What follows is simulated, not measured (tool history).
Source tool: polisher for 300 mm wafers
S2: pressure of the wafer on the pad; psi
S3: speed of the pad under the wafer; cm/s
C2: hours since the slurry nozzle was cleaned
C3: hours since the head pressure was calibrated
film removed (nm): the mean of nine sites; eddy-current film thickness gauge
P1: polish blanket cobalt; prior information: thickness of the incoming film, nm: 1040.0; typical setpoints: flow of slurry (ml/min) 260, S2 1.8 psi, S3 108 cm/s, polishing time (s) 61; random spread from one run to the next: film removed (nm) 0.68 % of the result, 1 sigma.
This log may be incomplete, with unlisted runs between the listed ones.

Run 1, hour 6.1: flow of slurry (ml/min) 260, S2 1.8 psi, S3 108 cm/s, polishing time (s) 61; wafers polished on this pad 651; C2 277.5; C3 387.2. Result: film removed (nm) 302.38.
Run 2, hour 16.4: flow of slurry (ml/min) 260, S2 2.7 psi, S3 108 cm/s, polishing time (s) 61; wafers polished on this pad 779; C2 287.8; C3 397.5. Result: film removed (nm) 450.51.
Run 3, hour 22.7: flow of slurry (ml/min) 260, S2 1.8 psi, S3 108 cm/s, polishing time (s) 61; wafers polished on this pad 857; C2 294.1; C3 403.8. Result: film removed (nm) 302.52.
Run 4, hour 32: flow of slurry (ml/min) 260, S2 1.8 psi, S3 108 cm/s, polishing time (s) 61; wafers polished on this pad 972; C2 303.4; C3 413.1. Result: film removed (nm) 298.23.
Run 5, hour 38.2: flow of slurry (ml/min) 260, S2 1.8 psi, S3 166 cm/s, polishing time (s) 61; wafers polished on this pad 1049; C2 309.6; C3 419.3. Result: film removed (nm) 463.2.
Run 6, hour 48: flow of slurry (ml/min) 260, S2 1.8 psi, S3 108 cm/s, polishing time (s) 82; wafers polished on this pad 1171; C2 319.4; C3 429.1. Result: film removed (nm) 404.45.
Run 7, hour 57.7: flow of slurry (ml/min) 260, S2 0.8 psi, S3 108 cm/s, polishing time (s) 61; wafers polished on this pad 1291; C2 329.1; C3 438.8. Result: film removed (nm) 134.11.
Run 8, hour 63.4: flow of slurry (ml/min) 200, S2 1.8 psi, S3 108 cm/s, polishing time (s) 33; wafers polished on this pad 1362; C2 334.8; C3 444.5. Result: film removed (nm) 157.62.
Run 9, hour 73.4: flow of slurry (ml/min) 260, S2 1.8 psi, S3 108 cm/s, polishing time (s) 61; wafers polished on this pad 1486; C2 344.8; C3 454.5. Result: film removed (nm) 300.42.
Run 10, hour 79.5: flow of slurry (ml/min) 380, S2 1.8 psi, S3 108 cm/s, polishing time (s) 61; wafers polished on this pad 1561; C2 350.9; C3 460.6. Result: film removed (nm) 309.54.
Run 11, hour 85.6: flow of slurry (ml/min) 260, S2 1.8 psi, S3 108 cm/s, polishing time (s) 61; wafers polished on this pad 1637; C2 357; C3 466.7. Result: film removed (nm) 303.45.
Run 12, hour 92.8: flow of slurry (ml/min) 260, S2 1.8 psi, S3 108 cm/s, polishing time (s) 27; wafers polished on this pad 1726; C2 364.2; C3 473.9. Result: film removed (nm) 132.67.
Run 13, hour 100.6: flow of slurry (ml/min) 260, S2 1.8 psi, S3 52 cm/s, polishing time (s) 61; wafers polished on this pad 1823; C2 372; C3 481.7. Result: film removed (nm) 145.21.
Run 14, hour 110.4: flow of slurry (ml/min) 260, S2 1.8 psi, S3 108 cm/s, polishing time (s) 61; wafers polished on this pad 1944; C2 381.8; C3 491.5. Result: film removed (nm) 299.5.
Run 15, hour 119: flow of slurry (ml/min) 260, S2 1.8 psi, S3 164 cm/s, polishing time (s) 75; wafers polished on this pad 2051; C2 390.4; C3 500.1. Result: film removed (nm) 565.26.
Run 16, hour 126.4: flow of slurry (ml/min) 155, S2 1.8 psi, S3 108 cm/s, polishing time (s) 61; wafers polished on this pad 2143; C2 397.8; C3 507.5. Result: film removed (nm) 280.23.
Run 17, hour 131.4: flow of slurry (ml/min) 260, S2 1.8 psi, S3 108 cm/s, polishing time (s) 61; wafers polished on this pad 2205; C2 402.8; C3 512.5. Result: film removed (nm) 300.58.
Run 18, hour 140.8: flow of slurry (ml/min) 260, S2 1.8 psi, S3 108 cm/s, polishing time (s) 61; wafers polished on this pad 2321; C2 412.2; C3 521.9. Result: film removed (nm) 300.42.
Run 19, hour 151.5: flow of slurry (ml/min) 260, S2 1.8 psi, S3 108 cm/s, polishing time (s) 61; wafers polished on this pad 2454; C2 422.9; C3 532.6. Result: film removed (nm) 292.25.
Run 20, hour 161: flow of slurry (ml/min) 260, S2 1.8 psi, S3 108 cm/s, polishing time (s) 61; wafers polished on this pad 2572; C2 432.4; C3 542.1. Result: film removed (nm) 291.19.
Run 21, hour 170.3: flow of slurry (ml/min) 260, S2 1.8 psi, S3 108 cm/s, polishing time (s) 61; wafers polished on this pad 2687; C2 441.7; C3 551.4. Result: film removed (nm) 284.01.
At hour 173.3: head pressure recalibrated.
Run 22, hour 175.3: flow of slurry (ml/min) 260, S2 1.8 psi, S3 108 cm/s, polishing time (s) 61; wafers polished on this pad 2749; C2 446.7; C3 2.1. Result: film removed (nm) 285.67.
Run 23, hour 184: flow of slurry (ml/min) 260, S2 1.8 psi, S3 108 cm/s, polishing time (s) 61; wafers polished on this pad 2857; C2 455.4; C3 10.8. Result: film removed (nm) 286.6.
Run 24, hour 188.9: flow of slurry (ml/min) 260, S2 1.8 psi, S3 108 cm/s, polishing time (s) 61; wafers polished on this pad 2918; C2 460.3; C3 15.7. Result: film removed (nm) 285.67.
Run 25, hour 197.3: flow of slurry (ml/min) 260, S2 1.8 psi, S3 108 cm/s, polishing time (s) 61; wafers polished on this pad 3022; C2 468.7; C3 24.1. Result: film removed (nm) 286.08.
Run 26, hour 205.2: flow of slurry (ml/min) 260, S2 1.8 psi, S3 108 cm/s, polishing time (s) 61; wafers polished on this pad 3120; C2 476.6; C3 32. Result: film removed (nm) 284.45.

What P1 gives has crept away from where it was. These 2 causes fit the log equally well, each at the size given:
A: removal rate lost through wear of the pad, % = 5.09
B: slurry flow missing at the pad, % = 33.9
Onset of the creep was near hour 131.4.
What rules out each remaining cause:
head's pressure below its setpoint, %: serviced after onset, at hour 173.3, with no recovery of the prior output

Consider the 4 check runs below, whose results appear as question marks and each of which averages 5 wafers. Which one distinguishes the causes, in that each cause would give it a clearly different result?
Run check 1, hour 213.1: flow of slurry (ml/min) 260, S2 2.3 psi, S3 158 cm/s, polishing time (s) 61. Result: film removed (nm) ?.
Run check 2, hour 213.1: flow of slurry (ml/min) 260, S2 1 psi, S3 148 cm/s, polishing time (s) 61. Result: film removed (nm) ?.
Run check 3, hour 213.1: flow of slurry (ml/min) 260, S2 0.9 psi, S3 108 cm/s, polishing time (s) 78. Result: film removed (nm) ?.
Run check 4, hour 213.1: flow of slurry (ml/min) 175, S2 1.8 psi, S3 108 cm/s, polishing time (s) 31. Result: film removed (nm) ?.

If the cause were each of the candidates in turn, the checks would give the following:
  check             result    if A    if B
check 1  film removed (nm)  533.67  533.71
check 2  film removed (nm)  217.34  217.36
check 3  film removed (nm)  182.52  182.54
check 4  film removed (nm)  138.08  134.92
Per check, the gap between the least separated pair of causes, taken in the result that splits them most: check 1 0.01 %; check 2 0.01 %; check 3 0.01 %; check 4 2.32 %
Only in check 4 would the causes give clearly different results; in the remaining checks their results would be nearly the same.

After running check 4, the following was obtained: film removed (nm) 134.85. Which cause does this point to?

B is the cause: slurry flow missing at the pad, %.

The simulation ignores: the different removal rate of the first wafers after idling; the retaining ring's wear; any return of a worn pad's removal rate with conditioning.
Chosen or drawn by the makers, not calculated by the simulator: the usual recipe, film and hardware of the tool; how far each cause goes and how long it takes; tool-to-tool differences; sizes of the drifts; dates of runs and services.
